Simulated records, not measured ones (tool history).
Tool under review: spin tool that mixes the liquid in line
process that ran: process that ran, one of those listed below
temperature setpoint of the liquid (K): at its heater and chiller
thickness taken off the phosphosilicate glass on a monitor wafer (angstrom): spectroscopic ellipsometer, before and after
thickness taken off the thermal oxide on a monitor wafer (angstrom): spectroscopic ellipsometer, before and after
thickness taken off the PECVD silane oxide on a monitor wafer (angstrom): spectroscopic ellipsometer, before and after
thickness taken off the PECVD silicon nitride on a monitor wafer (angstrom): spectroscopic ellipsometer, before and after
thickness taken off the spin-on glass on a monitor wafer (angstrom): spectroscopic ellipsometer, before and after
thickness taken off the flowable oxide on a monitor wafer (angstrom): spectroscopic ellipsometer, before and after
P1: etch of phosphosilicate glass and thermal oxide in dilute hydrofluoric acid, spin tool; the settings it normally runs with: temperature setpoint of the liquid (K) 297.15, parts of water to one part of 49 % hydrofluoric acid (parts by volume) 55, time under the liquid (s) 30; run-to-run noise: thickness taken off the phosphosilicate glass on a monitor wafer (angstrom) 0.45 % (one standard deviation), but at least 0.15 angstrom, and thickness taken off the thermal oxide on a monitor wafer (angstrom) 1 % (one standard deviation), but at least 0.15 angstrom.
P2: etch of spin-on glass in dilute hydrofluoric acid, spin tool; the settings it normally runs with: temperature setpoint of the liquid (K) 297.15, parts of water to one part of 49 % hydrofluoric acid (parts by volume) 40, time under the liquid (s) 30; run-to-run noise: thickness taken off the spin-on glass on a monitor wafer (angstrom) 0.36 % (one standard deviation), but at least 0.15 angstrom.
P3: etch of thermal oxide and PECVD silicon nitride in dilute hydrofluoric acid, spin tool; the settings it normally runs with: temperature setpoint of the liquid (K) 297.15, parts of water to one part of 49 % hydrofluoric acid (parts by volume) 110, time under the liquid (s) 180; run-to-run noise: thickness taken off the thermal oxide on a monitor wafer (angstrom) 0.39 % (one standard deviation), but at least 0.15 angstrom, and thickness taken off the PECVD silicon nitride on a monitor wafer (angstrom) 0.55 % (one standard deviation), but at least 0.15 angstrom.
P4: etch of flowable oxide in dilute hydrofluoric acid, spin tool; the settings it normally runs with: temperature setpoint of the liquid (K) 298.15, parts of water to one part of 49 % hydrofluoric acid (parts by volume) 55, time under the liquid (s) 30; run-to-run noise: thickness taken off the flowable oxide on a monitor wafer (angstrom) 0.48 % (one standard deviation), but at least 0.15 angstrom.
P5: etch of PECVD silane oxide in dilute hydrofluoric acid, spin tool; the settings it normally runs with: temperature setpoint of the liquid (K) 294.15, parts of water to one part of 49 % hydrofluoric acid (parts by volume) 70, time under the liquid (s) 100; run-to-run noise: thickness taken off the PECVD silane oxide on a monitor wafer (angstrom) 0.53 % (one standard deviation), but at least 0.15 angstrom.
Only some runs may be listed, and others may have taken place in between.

| run | day | process that ran | temperature setpoint of the liquid (K) | parts of water to one part of 49 % hydrofluoric acid (parts by volume) | time under the liquid (s) | hours since the thermometer was replaced | hours since the hydrofluoric acid flow meter was replaced | thickness taken off the phosphosilicate glass on a monitor wafer (angstrom) | thickness taken off the thermal oxide on a monitor wafer (angstrom) | thickness taken off the PECVD silane oxide on a monitor wafer (angstrom) | thickness taken off the PECVD silicon nitride on a monitor wafer (angstrom) | thickness taken off the spin-on glass on a monitor wafer (angstrom) | thickness taken off the flowable oxide on a monitor wafer (angstrom) |
|---|---|---|---|---|---|---|---|---|---|---|---|---|---|
| 1 | 0.388 | P1 | 297.15 | 55 | 30 | 874.5 | 607.1 | 999.58 | 27.253 |  |  |  |  |
| 2 | 0.758 | P5 | 294.15 | 70 | 30 | 883.4 | 616 |  |  | 145.03 |  |  |  |
| 3 | 1.004 | P3 | 297.15 | 110 | 180 | 889.3 | 621.9 |  | 78.533 |  | 63.234 |  |  |
| 4 | 1.321 | P2 | 290.15 | 40 | 30 | 896.9 | 629.5 |  |  |  |  | 263.34 |  |
| 5 | 1.546 | P1 | 297.15 | 55 | 30 | 902.3 | 634.9 | 990.45 | 27.461 |  |  |  |  |
| 6 | 1.929 | P4 | 298.15 | 55 | 30 | 911.5 | 644.1 |  |  |  |  |  | 242.94 |
|  | 1.988 | hydrofluoric acid flow meter replaced |
| 7 | 2.267 | P1 | 297.15 | 105 | 30 | 919.6 | 6.7 | 484.43 | 13.475 |  |  |  |  |
| 8 | 2.671 | P1 | 297.15 | 55 | 30 | 929.3 | 16.4 | 988.38 | 27.936 |  |  |  |  |
| 9 | 2.879 | P3 | 297.15 | 110 | 70 | 934.3 | 21.4 |  | 30.475 |  | 24.929 |  |  |
| 10 | 3.267 | P1 | 297.15 | 30 | 30 | 943.6 | 30.7 | 1874.1 | 51.561 |  |  |  |  |
| 11 | 3.525 | P1 | 297.15 | 55 | 30 | 949.8 | 36.9 | 995.18 | 27.6 |  |  |  |  |
| 12 | 3.7 | P5 | 294.15 | 70 | 100 | 954 | 41.1 |  |  | 478.95 |  |  |  |
| 13 | 4.1 | P4 | 304.65 | 55 | 30 | 963.6 | 50.7 |  |  |  |  |  | 310.9 |
| 14 | 4.379 | P1 | 297.15 | 55 | 55 | 970.3 | 57.4 | 1823.5 | 51.499 |  |  |  |  |
| 15 | 4.662 | P3 | 297.15 | 110 | 180 | 977.1 | 64.2 |  | 79.235 |  | 63.567 |  |  |
| 16 | 4.946 | P2 | 297.15 | 40 | 30 | 983.9 | 71 |  |  |  |  | 354.87 |  |
| 17 | 5.158 | P2 | 297.15 | 40 | 30 | 989 | 76.1 |  |  |  |  | 353.14 |  |
| 18 | 5.362 | P5 | 290.15 | 70 | 100 | 993.9 | 81 |  |  | 407.67 |  |  |  |
| 19 | 5.6 | P1 | 292.15 | 55 | 30 | 999.6 | 86.7 | 804.14 | 22.084 |  |  |  |  |
| 20 | 5.8 | P5 | 294.15 | 110 | 100 | 1004.4 | 91.5 |  |  | 290.35 |  |  |  |
| 21 | 6.121 | P2 | 297.15 | 65 | 30 | 1012.1 | 99.2 |  |  |  |  | 211 |  |
| 22 | 6.3 | P1 | 305.65 | 55 | 30 | 1016.4 | 103.5 | 1395.2 | 38.707 |  |  |  |  |
| 23 | 6.492 | P1 | 297.15 | 55 | 30 | 1021 | 108.1 | 988.19 | 27.358 |  |  |  |  |
| 24 | 6.846 | P1 | 297.15 | 55 | 30 | 1029.5 | 116.6 | 993.41 | 27.704 |  |  |  |  |
| 25 | 7.188 | P4 | 298.15 | 55 | 50 | 1037.7 | 124.8 |  |  |  |  |  | 402.57 |
| 26 | 7.512 | P3 | 297.15 | 60 | 180 | 1045.5 | 132.6 |  | 154.62 |  | 115.75 |  |  |
| 27 | 7.821 | P4 | 298.15 | 55 | 30 | 1052.9 | 140 |  |  |  |  |  | 241.53 |
| 28 | 8 | P2 | 297.15 | 40 | 15 | 1057.2 | 144.3 |  |  |  |  | 177.25 |  |
| 29 | 8.4 | P1 | 290.65 | 55 | 15 | 1066.8 | 153.9 | 377.16 | 10.294 |  |  |  |  |
| 30 | 8.762 | P1 | 297.15 | 55 | 15 | 1075.5 | 162.6 | 494.8 | 13.241 |  |  |  |  |
| 31 | 8.962 | P4 | 298.15 | 85 | 30 | 1080.3 | 167.4 |  |  |  |  |  | 149.13 |
| 32 | 9.179 | P3 | 293.65 | 110 | 180 | 1085.5 | 172.6 |  | 69.296 |  | 50.521 |  |  |

Expected results for the next run?
| 33 | 9.421 | P1 | 297.15 | 55 | 30 | 1091.3 | 178.4 | ? | ? |  |  |  |  |

thickness taken off the phosphosilicate glass on a monitor wafer (angstrom): 991.71
thickness taken off the thermal oxide on a monitor wafer (angstrom): 27.587
